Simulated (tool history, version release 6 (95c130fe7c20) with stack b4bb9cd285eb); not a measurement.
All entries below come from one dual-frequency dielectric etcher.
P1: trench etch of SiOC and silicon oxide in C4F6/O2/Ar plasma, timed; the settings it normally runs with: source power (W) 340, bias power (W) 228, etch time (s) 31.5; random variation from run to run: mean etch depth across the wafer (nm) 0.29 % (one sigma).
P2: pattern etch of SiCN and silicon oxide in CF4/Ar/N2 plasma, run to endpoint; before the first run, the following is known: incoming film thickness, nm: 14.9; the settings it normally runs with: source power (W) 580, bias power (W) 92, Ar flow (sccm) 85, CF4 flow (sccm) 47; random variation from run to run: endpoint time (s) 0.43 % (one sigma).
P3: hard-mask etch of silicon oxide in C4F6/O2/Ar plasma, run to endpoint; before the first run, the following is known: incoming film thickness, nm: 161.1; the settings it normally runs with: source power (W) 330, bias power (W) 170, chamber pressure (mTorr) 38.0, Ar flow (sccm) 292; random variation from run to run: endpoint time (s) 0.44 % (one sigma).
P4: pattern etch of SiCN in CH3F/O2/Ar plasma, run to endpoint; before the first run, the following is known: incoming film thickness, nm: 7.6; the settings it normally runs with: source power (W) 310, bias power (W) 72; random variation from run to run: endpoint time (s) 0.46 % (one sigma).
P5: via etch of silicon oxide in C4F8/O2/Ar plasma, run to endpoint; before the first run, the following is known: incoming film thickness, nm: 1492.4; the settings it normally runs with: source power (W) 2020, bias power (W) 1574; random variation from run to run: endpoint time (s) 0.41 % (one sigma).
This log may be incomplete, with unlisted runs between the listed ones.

run,hour,process that ran,source power (W),bias power (W),etch time (s),Ar flow (sccm),CF4 flow (sccm),chamber pressure (mTorr),mean etch depth across the wafer (nm),endpoint time (s)
1,7.0,P1,340,228,31.5,,,,63.811,
2,13.3,P4,310,44,,,,,,27.682
3,20.0,P1,270,228,31.5,,,,58.647,
4,24.8,P2,580,92,,85,60,,,12.940
5,29.2,P1,340,228,31.5,,,,64.291,
6,37.5,P1,340,228,42.0,,,,85.461,
# hour 39.8: source power generator calibrated
7,46.6,P3,330,170,,292,,38.0,,57.122
8,55.3,P4,420,72,,,,,,20.987
9,64.0,P1,340,228,31.5,,,,63.801,
10,70.9,P3,330,170,,292,,25.5,,54.959
11,79.6,P2,580,56,,85,47,,,15.801
12,87.5,P5,1470,1574,,,,,,353.550
13,96.5,P4,310,72,,,,,,23.626
14,101.0,P5,2020,1574,,,,,,311.520
15,105.6,P1,340,149,24.5,,,,43.341,
16,111.1,P2,350,92,,85,47,,,20.704
17,118.9,P3,330,170,,292,,38.0,,57.308
18,124.3,P1,340,228,19.5,,,,39.595,
19,131.1,P5,2020,1120,,,,,,341.590
20,137.2,P1,340,168,31.5,,,,58.181,
21,146.0,P1,340,300,31.5,,,,69.739,
22,153.7,P3,330,106,,292,,38.0,,65.941
23,162.5,P1,340,228,31.5,,,,63.888,
24,168.7,P1,460,228,46.5,,,,105.630,
25,177.4,P1,340,265,45.5,,,,96.515,
26,184.4,P2,580,92,,85,47,,,13.388
27,191.1,P2,580,92,,55,47,,,12.536
28,197.4,P3,330,170,,183,,38.0,,54.652
29,203.0,P3,400,170,,292,,38.0,,52.794
30,208.0,P4,310,72,,,,,,23.445
31,212.6,P1,460,228,31.5,,,,71.894,
32,221.0,P1,340,228,31.5,,,,63.999,
33,228.7,P1,340,228,31.5,,,,64.081,
34,233.2,P1,340,228,31.5,,,,64.348,
35,241.7,P1,340,228,31.5,,,,64.028,
36,248.5,P1,340,228,31.5,,,,64.528,
# hour 250.8: wet clean of the chamber
37,253.2,P1,340,228,31.5,,,,64.523,
38,258.1,P1,340,228,31.5,,,,64.622,
39,265.7,P1,340,228,31.5,,,,64.830,
40,273.5,P1,340,228,31.5,,,,64.857,
41,281.2,P1,340,228,31.5,,,,64.785,

What P1 gives has crept away from where it was. These 2 causes fit the log equally well, each at the size given:
A: source power that arrives over what is set, % = 3.9
B: bias power that arrives over what is set, % = 4.43
The gradual shift began around hour 221.0.
Every other cause this tool's parts could produce, and why it does not fit the log:
chamber walls in a state that raises the etch rate, %: serviced at hour 250.8, which brought nothing back

The list below offers 4 check runs, each averaging the results of 3 wafers, and shows each result as a question mark. For which of them would the listed causes give clearly different results?
check 1,288.9,P3,330,170,,183,,38.0,,?
check 2,288.9,P5,2020,1124,,,,,,?
check 3,288.9,P4,310,47,,,,,,?
check 4,288.9,P2,580,60,,61,47,,,?

What every check run would give for each of its results, assuming each possible cause in turn:
check,result,if A,if B
check 1,endpoint time (s),53.740,53.800
check 2,endpoint time (s),334.440,336.110
check 3,endpoint time (s),26.819,26.832
check 4,endpoint time (s),14.109,14.401
Distance between the nearest two causes, measured in the result of the check that separates them most: check 1 0.11 %; check 2 0.5 %; check 3 0.05 %; check 4 2.05 %
The other checks would show nearly matching results whichever cause is true, so check 4 is the only one that separates the causes.

Check 4 has now been run. It gave: endpoint time (s) 14.391. Which of the candidate causes is it?

The correct cause is B, namely: bias power that arrives over what is set, %.
